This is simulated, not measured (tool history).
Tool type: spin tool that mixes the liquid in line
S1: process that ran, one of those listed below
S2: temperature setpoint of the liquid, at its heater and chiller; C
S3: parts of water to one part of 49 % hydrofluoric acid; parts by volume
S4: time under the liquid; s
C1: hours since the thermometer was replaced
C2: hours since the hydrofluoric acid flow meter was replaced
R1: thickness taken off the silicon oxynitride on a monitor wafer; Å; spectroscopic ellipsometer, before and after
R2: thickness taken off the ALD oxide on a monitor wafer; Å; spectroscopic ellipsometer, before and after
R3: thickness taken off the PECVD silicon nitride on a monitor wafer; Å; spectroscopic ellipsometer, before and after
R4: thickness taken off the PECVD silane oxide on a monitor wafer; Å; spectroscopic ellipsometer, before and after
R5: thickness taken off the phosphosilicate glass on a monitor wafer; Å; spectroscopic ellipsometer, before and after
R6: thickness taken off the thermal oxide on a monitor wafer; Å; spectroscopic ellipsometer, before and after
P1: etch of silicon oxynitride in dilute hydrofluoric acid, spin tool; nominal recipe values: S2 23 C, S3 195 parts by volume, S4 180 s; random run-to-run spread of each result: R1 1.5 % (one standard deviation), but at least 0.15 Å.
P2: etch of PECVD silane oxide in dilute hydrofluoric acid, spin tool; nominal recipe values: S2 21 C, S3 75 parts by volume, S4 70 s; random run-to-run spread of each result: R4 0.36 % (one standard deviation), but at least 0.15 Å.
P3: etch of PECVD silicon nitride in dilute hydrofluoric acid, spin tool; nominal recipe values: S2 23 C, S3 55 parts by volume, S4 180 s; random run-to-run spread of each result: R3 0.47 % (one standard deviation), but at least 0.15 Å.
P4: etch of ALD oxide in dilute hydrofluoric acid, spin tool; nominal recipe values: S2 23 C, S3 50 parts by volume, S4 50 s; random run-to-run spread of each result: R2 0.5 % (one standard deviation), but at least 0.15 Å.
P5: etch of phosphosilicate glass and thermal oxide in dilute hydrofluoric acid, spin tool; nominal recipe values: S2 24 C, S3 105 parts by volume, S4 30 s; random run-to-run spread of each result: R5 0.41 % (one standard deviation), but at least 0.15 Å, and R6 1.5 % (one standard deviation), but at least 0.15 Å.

Run 1, hour 6.4: S1 P1, S2 23 C, S3 195 parts by volume, S4 180 s; C1 807.3; C2 639.4. Result: R1 16.498 Å.
Run 2, hour 14.3: S1 P1, S2 23 C, S3 300 parts by volume, S4 100 s; C1 815.2; C2 647.3. Result: R1 5.6579 Å.
Run 3, hour 22.8: S1 P4, S2 23 C, S3 50 parts by volume, S4 50 s; C1 823.7; C2 655.8. Result: R2 151.66 Å.
Run 4, hour 31.2: S1 P1, S2 23 C, S3 195 parts by volume, S4 180 s; C1 832.1; C2 664.2. Result: R1 16.557 Å.
Run 5, hour 40.2: S1 P1, S2 23 C, S3 75 parts by volume, S4 180 s; C1 841.1; C2 673.2. Result: R1 47.524 Å.
Run 6, hour 47.2: S1 P4, S2 23 C, S3 85 parts by volume, S4 50 s; C1 848.1; C2 680.2. Result: R2 86.033 Å.
Run 7, hour 53.1: S1 P3, S2 23 C, S3 85 parts by volume, S4 180 s; C1 854; C2 686.1. Result: R3 52.42 Å.
Run 8, hour 62.5: S1 P4, S2 28 C, S3 50 parts by volume, S4 50 s; C1 863.4; C2 695.5. Result: R2 186.91 Å.
Run 9, hour 67.1: S1 P1, S2 17 C, S3 195 parts by volume, S4 180 s; C1 868; C2 700.1. Result: R1 12.259 Å.
Run 10, hour 74.1: S1 P4, S2 23 C, S3 50 parts by volume, S4 15 s; C1 875; C2 707.1. Result: R2 46.098 Å.
At hour 75.1: hydrofluoric acid flow meter replaced.
Run 11, hour 81.4: S1 P2, S2 21 C, S3 125 parts by volume, S4 70 s; C1 882.3; C2 6.3. Result: R4 227.85 Å.
Run 12, hour 89: S1 P1, S2 23 C, S3 195 parts by volume, S4 180 s; C1 889.9; C2 13.9. Result: R1 16.429 Å.
Run 13, hour 94.1: S1 P3, S2 23 C, S3 55 parts by volume, S4 70 s; C1 895; C2 19. Result: R3 31.487 Å.
Run 14, hour 102.9: S1 P1, S2 23 C, S3 195 parts by volume, S4 180 s; C1 903.8; C2 27.8. Result: R1 16.317 Å.
Run 15, hour 112.5: S1 P1, S2 23 C, S3 195 parts by volume, S4 180 s; C1 913.4; C2 37.4. Result: R1 16.343 Å.
Run 16, hour 119.9: S1 P1, S2 23 C, S3 285 parts by volume, S4 180 s; C1 920.8; C2 44.8. Result: R1 10.698 Å.
Run 17, hour 124.1: S1 P2, S2 21 C, S3 75 parts by volume, S4 70 s; C1 925; C2 49. Result: R4 401.4 Å.
Run 18, hour 132.5: S1 P5, S2 29.5 C, S3 105 parts by volume, S4 30 s; C1 933.4; C2 57.4. Result: R5 690.01 Å, R6 17.84 Å.
Run 19, hour 141.2: S1 P3, S2 23 C, S3 55 parts by volume, S4 180 s; C1 942.1; C2 66.1. Result: R3 80.422 Å.
Run 20, hour 149: S1 P2, S2 21 C, S3 75 parts by volume, S4 20 s; C1 949.9; C2 73.9. Result: R4 115.13 Å.
Run 21, hour 153.2: S1 P5, S2 24 C, S3 105 parts by volume, S4 30 s; C1 954.1; C2 78.1. Result: R5 557.01 Å, R6 13.984 Å.
Run 22, hour 159.5: S1 P2, S2 21 C, S3 75 parts by volume, S4 70 s; C1 960.4; C2 84.4. Result: R4 402.16 Å.
Run 23, hour 166.7: S1 P1, S2 28 C, S3 195 parts by volume, S4 180 s; C1 967.6; C2 91.6. Result: R1 21.148 Å.
Run 24, hour 176: S1 P5, S2 24 C, S3 105 parts by volume, S4 30 s; C1 976.9; C2 100.9. Result: R5 556.31 Å, R6 14.389 Å.
Run 25, hour 181.9: S1 P5, S2 24 C, S3 105 parts by volume, S4 65 s; C1 982.8; C2 106.8. Result: R5 1208.7 Å, R6 30.668 Å.

Run 26 has not been measured yet. What should we expect?
Run 26, hour 188.4: S1 P1, S2 17 C, S3 195 parts by volume, S4 45 s; C1 989.3; C2 113.3. Result: R1 ?.

{"run 26": {"R1": 3.2915}}
